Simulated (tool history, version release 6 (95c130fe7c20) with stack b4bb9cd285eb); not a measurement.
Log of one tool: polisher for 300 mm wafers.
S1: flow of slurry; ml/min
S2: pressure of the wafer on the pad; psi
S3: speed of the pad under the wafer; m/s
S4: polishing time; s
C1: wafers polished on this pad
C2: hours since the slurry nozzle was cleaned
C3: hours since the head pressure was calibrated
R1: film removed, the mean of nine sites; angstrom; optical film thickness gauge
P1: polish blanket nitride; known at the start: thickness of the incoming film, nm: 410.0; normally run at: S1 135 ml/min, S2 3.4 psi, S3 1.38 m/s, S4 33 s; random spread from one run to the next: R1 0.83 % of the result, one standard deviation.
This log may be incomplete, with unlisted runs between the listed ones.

run,hour,S1,S2,S3,S4,C1,C2,C3,R1
1,13.5,135,3.4,1.38,33,304,129.3,456.4,869.83
2,23.9,135,3.4,1.38,33,384,139.7,466.8,855.78
3,34.1,135,3.4,0.92,33,462,149.9,477,632.91
4,49.1,80,3.4,1.38,21,577,164.9,492,490.6
5,59,135,3.4,2.16,33,653,174.8,501.9,1254.3
6,70.6,135,1.8,0.92,33,742,186.4,513.5,335.58
7,83.8,105,2.3,1.38,33,844,199.6,526.7,563.83
8,97.5,135,3.4,1.38,17,949,213.3,540.4,451.58
# hour 110.3: slurry nozzle cleaned
9,111.7,135,4.8,1.38,33,1058,1.5,554.6,1244.2
10,120.5,135,1.8,1.38,33,1125,10.3,563.4,456.59
11,128.7,80,3.4,1.38,33,1188,18.5,571.6,762.35
12,143.9,135,3.4,1.38,52,1305,33.7,586.8,1377.3
13,159.1,135,3.4,1.38,33,1421,48.9,602,859.44
14,165.8,170,3.4,1.38,33,1473,55.6,608.7,900.03
15,176.3,135,3.4,1.38,33,1553,66.1,619.2,880.32

Run 16 comes next. What will it give?
16,184,135,3.4,1.38,33,1612,73.8,626.9,?

For run 16 the tool returned R1 865.06 angstrom.
